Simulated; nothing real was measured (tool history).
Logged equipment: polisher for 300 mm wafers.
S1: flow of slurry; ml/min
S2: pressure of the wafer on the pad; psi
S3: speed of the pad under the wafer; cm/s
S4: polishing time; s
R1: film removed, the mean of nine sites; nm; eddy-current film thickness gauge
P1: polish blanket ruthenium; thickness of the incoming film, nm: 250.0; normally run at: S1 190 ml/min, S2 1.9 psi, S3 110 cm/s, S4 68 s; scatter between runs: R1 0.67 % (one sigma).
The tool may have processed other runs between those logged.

Run 1, hour 6.5: S1 190 ml/min, S2 1.9 psi, S3 110 cm/s, S4 68 s. Result: R1 78.909 nm.
Run 2, hour 12.3: S1 190 ml/min, S2 1.9 psi, S3 110 cm/s, S4 99 s. Result: R1 114.92 nm.
Run 3, hour 18.6: S1 190 ml/min, S2 1.9 psi, S3 110 cm/s, S4 68 s. Result: R1 78.761 nm.
Run 4, hour 29.3: S1 190 ml/min, S2 1.9 psi, S3 50 cm/s, S4 68 s. Result: R1 35.993 nm.
Run 5, hour 37.2: S1 190 ml/min, S2 2.8 psi, S3 110 cm/s, S4 101 s. Result: R1 171.83 nm.
Run 6, hour 45.5: S1 115 ml/min, S2 1.9 psi, S3 110 cm/s, S4 68 s. Result: R1 71.8 nm.
Run 7, hour 53.9: S1 190 ml/min, S2 2.9 psi, S3 110 cm/s, S4 68 s. Result: R1 121 nm.
Run 8, hour 63.6: S1 190 ml/min, S2 1.9 psi, S3 110 cm/s, S4 68 s. Result: R1 78.453 nm.
Run 9, hour 75.5: S1 295 ml/min, S2 1.9 psi, S3 110 cm/s, S4 68 s. Result: R1 81.256 nm.
Run 10, hour 87.5: S1 190 ml/min, S2 1.9 psi, S3 110 cm/s, S4 68 s. Result: R1 78.855 nm.
Run 11, hour 95.9: S1 190 ml/min, S2 1.9 psi, S3 110 cm/s, S4 68 s. Result: R1 78.34 nm.
Run 12, hour 105.5: S1 190 ml/min, S2 1.9 psi, S3 110 cm/s, S4 38 s. Result: R1 43.731 nm.
Run 13, hour 115.8: S1 190 ml/min, S2 0.9 psi, S3 110 cm/s, S4 68 s. Result: R1 37.479 nm.
At hour 117.6: head pressure recalibrated.
Run 14, hour 124.5: S1 285 ml/min, S2 1.9 psi, S3 110 cm/s, S4 35 s. Result: R1 42.457 nm.
Run 15, hour 133.9: S1 190 ml/min, S2 1.9 psi, S3 160 cm/s, S4 68 s. Result: R1 114.82 nm.
Run 16, hour 142.2: S1 190 ml/min, S2 1.9 psi, S3 110 cm/s, S4 68 s. Result: R1 77.965 nm.
Run 17, hour 153.3: S1 190 ml/min, S2 1.9 psi, S3 110 cm/s, S4 68 s. Result: R1 77.286 nm.
Run 18, hour 160.8: S1 190 ml/min, S2 1.9 psi, S3 110 cm/s, S4 68 s. Result: R1 76.026 nm.
Run 19, hour 169.8: S1 190 ml/min, S2 1.9 psi, S3 110 cm/s, S4 68 s. Result: R1 75.559 nm.
Run 20, hour 176: S1 190 ml/min, S2 1.9 psi, S3 110 cm/s, S4 68 s. Result: R1 75.01 nm.
At hour 177.7: worn pad replaced by a new one.
Run 21, hour 187.8: S1 190 ml/min, S2 1.9 psi, S3 110 cm/s, S4 68 s. Result: R1 74.702 nm.
Run 22, hour 197.1: S1 190 ml/min, S2 1.9 psi, S3 110 cm/s, S4 68 s. Result: R1 75.175 nm.
Run 23, hour 205.9: S1 190 ml/min, S2 1.9 psi, S3 110 cm/s, S4 68 s. Result: R1 73.437 nm.
Run 24, hour 212.9: S1 190 ml/min, S2 1.9 psi, S3 110 cm/s, S4 68 s. Result: R1 74.725 nm.

P1 has crept away from where it was. The log is fitted equally well by each of these 2 causes, at the sizes shown:
A: slurry flow missing at the pad, % = 29.2
B: head's pressure below its setpoint, % = 5.45
Onset of the creep was near hour 142.2.
Ruled out, with reasons:
removal rate lost through wear of the pad, %: was serviced at hour 177.7, once the creep was under way, yet the earlier output never came back

Which of the check runs below tells the causes apart, meaning the causes would give it clearly different results? Each run uses 3 wafers whose results are averaged, and each result is shown as a question mark.
Run check 1, hour 219.9: S1 190 ml/min, S2 2.7 psi, S3 110 cm/s, S4 68 s. Result: R1 ?.
Run check 2, hour 219.9: S1 115 ml/min, S2 1.9 psi, S3 110 cm/s, S4 68 s. Result: R1 ?.
Run check 3, hour 219.9: S1 190 ml/min, S2 1 psi, S3 110 cm/s, S4 85 s. Result: R1 ?.
Run check 4, hour 219.9: S1 190 ml/min, S2 2.5 psi, S3 110 cm/s, S4 68 s. Result: R1 ?.

If the cause were each of the candidates in turn, the checks would give the following:
  check  result    if A    if B
check 1      R1  105.59  105.57
check 2      R1  65.903  68.047
check 3      R1  48.882  48.877
check 4      R1  97.764  97.755
Per-check spread between the two closest causes, in the result where they differ most: check 1 0.01 %; check 2 3.2 %; check 3 0.01 %; check 4 0.01 %
The other checks would show nearly matching results whichever cause is true, so check 2 is the only one that separates the causes.

With check 2 done, the readings were: R1 67.982 nm. Identify which of the listed causes applies.

The cause is B: head's pressure below its setpoint, %.
